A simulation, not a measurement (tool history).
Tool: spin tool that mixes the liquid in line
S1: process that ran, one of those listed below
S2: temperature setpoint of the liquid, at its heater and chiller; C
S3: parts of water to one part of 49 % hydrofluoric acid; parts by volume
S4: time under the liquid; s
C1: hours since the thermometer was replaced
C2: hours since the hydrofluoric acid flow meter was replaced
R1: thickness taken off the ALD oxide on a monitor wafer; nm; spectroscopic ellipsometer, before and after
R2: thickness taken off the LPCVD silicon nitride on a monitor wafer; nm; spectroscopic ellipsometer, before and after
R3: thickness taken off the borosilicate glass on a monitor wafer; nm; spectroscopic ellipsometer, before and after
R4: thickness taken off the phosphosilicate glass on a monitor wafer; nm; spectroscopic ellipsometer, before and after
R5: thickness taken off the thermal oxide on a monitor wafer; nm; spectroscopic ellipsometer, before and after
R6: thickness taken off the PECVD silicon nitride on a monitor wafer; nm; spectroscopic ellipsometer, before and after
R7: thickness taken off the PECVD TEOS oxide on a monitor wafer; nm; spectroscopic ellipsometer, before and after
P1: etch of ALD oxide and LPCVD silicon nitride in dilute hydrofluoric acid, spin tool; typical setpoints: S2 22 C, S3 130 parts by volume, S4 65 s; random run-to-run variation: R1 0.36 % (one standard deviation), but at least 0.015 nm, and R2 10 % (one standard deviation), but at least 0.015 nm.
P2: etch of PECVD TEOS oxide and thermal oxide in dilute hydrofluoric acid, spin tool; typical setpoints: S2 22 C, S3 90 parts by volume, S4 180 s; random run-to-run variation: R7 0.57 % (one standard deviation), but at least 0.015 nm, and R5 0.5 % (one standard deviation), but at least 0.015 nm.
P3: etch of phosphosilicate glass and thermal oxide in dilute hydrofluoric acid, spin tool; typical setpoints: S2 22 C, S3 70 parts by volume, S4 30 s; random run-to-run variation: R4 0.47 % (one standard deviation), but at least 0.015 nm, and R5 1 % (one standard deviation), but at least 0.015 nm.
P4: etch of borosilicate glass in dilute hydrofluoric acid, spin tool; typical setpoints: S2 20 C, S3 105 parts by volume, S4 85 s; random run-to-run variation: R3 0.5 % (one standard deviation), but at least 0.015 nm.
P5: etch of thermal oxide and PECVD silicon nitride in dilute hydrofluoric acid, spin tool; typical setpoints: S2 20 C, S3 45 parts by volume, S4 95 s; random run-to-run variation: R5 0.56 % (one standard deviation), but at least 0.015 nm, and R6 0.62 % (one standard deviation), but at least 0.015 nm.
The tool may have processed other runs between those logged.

Run 1, hour 8.2: S1 P1, S2 22 C, S3 130 parts by volume, S4 65 s; C1 359.2; C2 479.4. Result: R1 7.5449 nm, R2 0.24961 nm.
Run 2, hour 15.9: S1 P4, S2 17 C, S3 105 parts by volume, S4 85 s; C1 366.9; C2 487.1. Result: R3 20.201 nm.
Run 3, hour 20.3: S1 P1, S2 22 C, S3 130 parts by volume, S4 65 s; C1 371.3; C2 491.5. Result: R1 7.5585 nm, R2 0.21952 nm.
Run 4, hour 26.3: S1 P4, S2 20 C, S3 35 parts by volume, S4 85 s; C1 377.3; C2 497.5. Result: R3 73.620 nm.
Run 5, hour 32.9: S1 P3, S2 22 C, S3 70 parts by volume, S4 30 s; C1 383.9; C2 504.1. Result: R4 38.402 nm, R5 2.0596 nm.
Run 6, hour 39.3: S1 P5, S2 20 C, S3 45 parts by volume, S4 95 s; C1 390.3; C2 510.5. Result: R5 9.2656 nm, R6 3.61980 nm.
Run 7, hour 43.4: S1 P5, S2 20 C, S3 45 parts by volume, S4 15 s; C1 394.4; C2 514.6. Result: R5 1.4608 nm, R6 0.61305 nm.
Run 8, hour 51.8: S1 P1, S2 22 C, S3 130 parts by volume, S4 65 s; C1 402.8; C2 523.0. Result: R1 7.5304 nm, R2 0.21234 nm.
Run 9, hour 56.2: S1 P3, S2 29 C, S3 70 parts by volume, S4 30 s; C1 407.2; C2 527.4. Result: R4 50.622 nm, R5 2.6856 nm.
At hour 59.0: thermometer replaced.
Run 10, hour 62.5: S1 P4, S2 20 C, S3 105 parts by volume, S4 85 s; C1 3.5; C2 533.7. Result: R3 22.612 nm.
Run 11, hour 66.7: S1 P2, S2 22 C, S3 20 parts by volume, S4 180 s; C1 7.7; C2 537.9. Result: R5 45.7690 nm, R7 76.872 nm.
Run 12, hour 72.1: S1 P3, S2 22 C, S3 70 parts by volume, S4 30 s; C1 13.1; C2 543.3. Result: R4 38.559 nm, R5 2.0266 nm.
Run 13, hour 76.5: S1 P1, S2 22 C, S3 205 parts by volume, S4 65 s; C1 17.5; C2 547.7. Result: R1 4.4267 nm, R2 0.16782 nm.
Run 14, hour 84.7: S1 P1, S2 22 C, S3 130 parts by volume, S4 65 s; C1 25.7; C2 555.9. Result: R1 7.5572 nm, R2 0.23339 nm.
Run 15, hour 92.9: S1 P3, S2 22 C, S3 100 parts by volume, S4 30 s; C1 33.9; C2 564.1. Result: R4 26.087 nm, R5 1.4137 nm.
Run 16, hour 99.4: S1 P1, S2 30 C, S3 130 parts by volume, S4 65 s; C1 40.4; C2 570.6. Result: R1 10.2920 nm, R2 0.43668 nm.
Run 17, hour 106.9: S1 P2, S2 22 C, S3 90 parts by volume, S4 180 s; C1 47.9; C2 578.1. Result: R5 9.2437 nm, R7 15.740 nm.
Run 18, hour 110.6: S1 P1, S2 22 C, S3 130 parts by volume, S4 125 s; C1 51.6; C2 581.8. Result: R1 14.5880 nm, R2 0.36816 nm.
Run 19, hour 115.3: S1 P5, S2 20 C, S3 45 parts by volume, S4 95 s; C1 56.3; C2 586.5. Result: R5 9.1829 nm, R6 3.64570 nm.
Run 20, hour 123.6: S1 P2, S2 28 C, S3 90 parts by volume, S4 180 s; C1 64.6; C2 594.8. Result: R5 11.7700 nm, R7 19.827 nm.
Run 21, hour 129.0: S1 P1, S2 22 C, S3 130 parts by volume, S4 35 s; C1 70.0; C2 600.2. Result: R1 4.0508 nm, R2 0.12111 nm.
Run 22, hour 136.4: S1 P1, S2 22 C, S3 130 parts by volume, S4 65 s; C1 77.4; C2 607.6. Result: R1 7.5815 nm, R2 0.18006 nm.

Run 23 is up next; what results do you expect?
Run 23, hour 143.5: S1 P3, S2 22 C, S3 70 parts by volume, S4 15 s; C1 84.5; C2 614.7. Result: R4 ?, R5 ?.

R4: 19.233 nm
R5: 1.0283 nm

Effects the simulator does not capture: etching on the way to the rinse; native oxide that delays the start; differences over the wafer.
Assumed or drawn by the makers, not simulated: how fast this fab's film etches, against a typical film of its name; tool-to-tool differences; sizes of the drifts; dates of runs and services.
